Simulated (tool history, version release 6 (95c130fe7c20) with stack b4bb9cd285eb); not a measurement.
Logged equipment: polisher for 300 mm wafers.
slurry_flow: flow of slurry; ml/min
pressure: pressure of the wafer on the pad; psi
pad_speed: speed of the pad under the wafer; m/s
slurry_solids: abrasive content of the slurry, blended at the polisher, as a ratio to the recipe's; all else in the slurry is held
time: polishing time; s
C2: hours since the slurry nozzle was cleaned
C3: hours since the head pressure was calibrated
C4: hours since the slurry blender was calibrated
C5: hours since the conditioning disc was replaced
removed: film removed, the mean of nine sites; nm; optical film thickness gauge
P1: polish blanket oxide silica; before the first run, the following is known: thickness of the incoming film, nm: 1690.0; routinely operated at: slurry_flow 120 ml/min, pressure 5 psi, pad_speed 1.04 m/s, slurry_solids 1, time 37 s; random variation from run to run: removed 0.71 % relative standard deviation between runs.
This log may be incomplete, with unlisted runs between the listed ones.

run 1 hour=3.1 | slurry_flow=120 pressure=5 pad_speed=1.04 slurry_solids=1 time=37 | wafers_polished_on_this_pad=138 C2=71.4 C3=313.2 C4=124.3 C5=112.4 | removed=117.07
run 2 hour=7.2 | slurry_flow=120 pressure=5 pad_speed=1.04 slurry_solids=1.4 time=37 | wafers_polished_on_this_pad=173 C2=75.5 C3=317.3 C4=128.4 C5=116.5 | removed=136.38
run 3 hour=11.2 | slurry_flow=70 pressure=5 pad_speed=1.04 slurry_solids=1 time=55 | wafers_polished_on_this_pad=207 C2=79.5 C3=321.3 C4=132.4 C5=120.5 | removed=151.63
run 4 hour=13.5 | slurry_flow=120 pressure=5 pad_speed=1.04 slurry_solids=1 time=37 | wafers_polished_on_this_pad=227 C2=81.8 C3=323.6 C4=134.7 C5=122.8 | removed=118.86
-- hour=15.6 conditioning disc replaced and pad reconditioned
run 5 hour=16.9 | slurry_flow=120 pressure=5 pad_speed=1.6 slurry_solids=1 time=37 | wafers_polished_on_this_pad=256 C2=85.2 C3=327 C4=138.1 C5=1.3 | removed=167.9
run 6 hour=21.2 | slurry_flow=120 pressure=7.7 pad_speed=1.04 slurry_solids=1 time=37 | wafers_polished_on_this_pad=293 C2=89.5 C3=331.3 C4=142.4 C5=5.6 | removed=182.61
run 7 hour=25.5 | slurry_flow=120 pressure=5 pad_speed=1.04 slurry_solids=0.5 time=37 | wafers_polished_on_this_pad=330 C2=93.8 C3=335.6 C4=146.7 C5=9.9 | removed=81.684
run 8 hour=28.5 | slurry_flow=180 pressure=5 pad_speed=0.72 slurry_solids=1 time=37 | wafers_polished_on_this_pad=356 C2=96.8 C3=338.6 C4=149.7 C5=12.9 | removed=94.357
run 9 hour=31.8 | slurry_flow=120 pressure=2.2 pad_speed=1.04 slurry_solids=1 time=37 | wafers_polished_on_this_pad=384 C2=100.1 C3=341.9 C4=153 C5=16.2 | removed=52.27
run 10 hour=35.7 | slurry_flow=120 pressure=5 pad_speed=1.04 slurry_solids=1 time=37 | wafers_polished_on_this_pad=417 C2=104 C3=345.8 C4=156.9 C5=20.1 | removed=120.36
-- hour=37.1 slurry blender recalibrated
run 11 hour=39.3 | slurry_flow=120 pressure=5 pad_speed=1.04 slurry_solids=1 time=37 | wafers_polished_on_this_pad=448 C2=107.6 C3=349.4 C4=2.2 C5=23.7 | removed=118.75
run 12 hour=41.2 | slurry_flow=180 pressure=5 pad_speed=1.04 slurry_solids=1 time=37 | wafers_polished_on_this_pad=464 C2=109.5 C3=351.3 C4=4.1 C5=25.6 | removed=127.07
run 13 hour=45.6 | slurry_flow=120 pressure=5 pad_speed=1.04 slurry_solids=0.65 time=47 | wafers_polished_on_this_pad=502 C2=113.9 C3=355.7 C4=8.5 C5=30 | removed=120.47
-- hour=47.2 worn pad replaced by a new one
run 14 hour=47.6 | slurry_flow=120 pressure=5 pad_speed=1.04 slurry_solids=1 time=23 | wafers_polished_on_this_pad=3 C2=115.9 C3=357.7 C4=10.5 C5=32 | removed=74.561
run 15 hour=51.6 | slurry_flow=120 pressure=5 pad_speed=0.5 slurry_solids=1 time=37 | wafers_polished_on_this_pad=38 C2=119.9 C3=361.7 C4=14.5 C5=36 | removed=65.734
run 16 hour=55 | slurry_flow=120 pressure=5 pad_speed=1.04 slurry_solids=1 time=37 | wafers_polished_on_this_pad=67 C2=123.3 C3=365.1 C4=17.9 C5=39.4 | removed=117.56
run 17 hour=57.5 | slurry_flow=120 pressure=5 pad_speed=1.04 slurry_solids=1 time=51 | wafers_polished_on_this_pad=88 C2=125.8 C3=367.6 C4=20.4 C5=41.9 | removed=161.92
run 18 hour=60.7 | slurry_flow=120 pressure=5 pad_speed=1.04 slurry_solids=1 time=37 | wafers_polished_on_this_pad=116 C2=129 C3=370.8 C4=23.6 C5=45.1 | removed=119.09
run 19 hour=63.1 | slurry_flow=85 pressure=5 pad_speed=1.04 slurry_solids=1 time=37 | wafers_polished_on_this_pad=136 C2=131.4 C3=373.2 C4=26 C5=47.5 | removed=108.61
run 20 hour=66.7 | slurry_flow=120 pressure=5 pad_speed=1.04 slurry_solids=1 time=37 | wafers_polished_on_this_pad=167 C2=135 C3=376.8 C4=29.6 C5=51.1 | removed=119.4

Run 21, settings as shown, results not yet in. Your forecast:
run 21 hour=69.4 | slurry_flow=120 pressure=5 pad_speed=1.04 slurry_solids=1 time=37 | wafers_polished_on_this_pad=190 C2=137.7 C3=379.5 C4=32.3 C5=53.8 | removed=?

removed: 113.74 nm
